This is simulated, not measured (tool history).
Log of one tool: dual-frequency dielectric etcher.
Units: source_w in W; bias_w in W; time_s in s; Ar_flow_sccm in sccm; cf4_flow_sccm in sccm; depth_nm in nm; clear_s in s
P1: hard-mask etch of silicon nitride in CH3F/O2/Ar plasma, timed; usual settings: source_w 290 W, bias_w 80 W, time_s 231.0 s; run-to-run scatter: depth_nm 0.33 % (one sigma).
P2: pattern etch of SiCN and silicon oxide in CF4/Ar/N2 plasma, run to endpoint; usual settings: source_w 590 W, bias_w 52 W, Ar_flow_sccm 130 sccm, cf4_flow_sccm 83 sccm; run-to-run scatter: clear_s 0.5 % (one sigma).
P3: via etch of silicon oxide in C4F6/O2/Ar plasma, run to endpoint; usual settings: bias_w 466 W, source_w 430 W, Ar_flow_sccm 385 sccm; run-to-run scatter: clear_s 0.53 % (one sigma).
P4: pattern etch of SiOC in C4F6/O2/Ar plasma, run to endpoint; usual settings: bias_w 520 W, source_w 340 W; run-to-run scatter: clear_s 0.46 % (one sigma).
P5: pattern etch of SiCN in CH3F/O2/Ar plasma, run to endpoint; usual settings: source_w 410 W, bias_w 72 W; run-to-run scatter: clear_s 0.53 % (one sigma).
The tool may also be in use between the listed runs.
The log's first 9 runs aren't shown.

run,hour,process,source_w,bias_w,time_s,Ar_flow_sccm,cf4_flow_sccm,hours since the last wet clean,hours since the last source power generator calibration,hours since the last bias power generator calibration,depth_nm,clear_s
10,128.0,P5,410,72,,,,237.7,421.3,1831.1,,19.013
11,144.9,P1,290,80,231.0,,,254.6,438.2,1848.0,148.350,
12,157.9,P1,290,80,231.0,,,267.6,451.2,1861.0,149.010,
13,174.5,P3,430,466,,385,,284.2,467.8,1877.6,,39.687
14,188.4,P1,290,80,231.0,,,298.1,481.7,1891.5,147.880,
15,201.6,P3,430,654,,385,,311.3,494.9,1904.7,,34.745
16,217.0,P2,590,52,,130,63,326.7,510.3,1920.1,,10.656
17,230.2,P2,590,52,,174,83,339.9,523.5,1933.3,,10.822
18,239.8,P5,270,72,,,,349.5,533.1,1942.9,,22.363
19,255.9,P1,190,80,231.0,,,365.6,549.2,1959.0,126.310,
20,267.6,P1,290,80,231.0,,,377.3,560.9,1970.7,147.800,
21,278.5,P1,290,80,128.0,,,388.2,571.8,1981.6,82.531,
22,290.8,P3,430,466,,233,,400.5,584.1,1993.9,,37.760

The next listed run, before its measurement:
# hour 295.8: bias power generator calibrated
23,307.4,P4,220,520,,,,417.1,600.7,11.7,,?

{"run 23": {"clear_s": 12.237}}
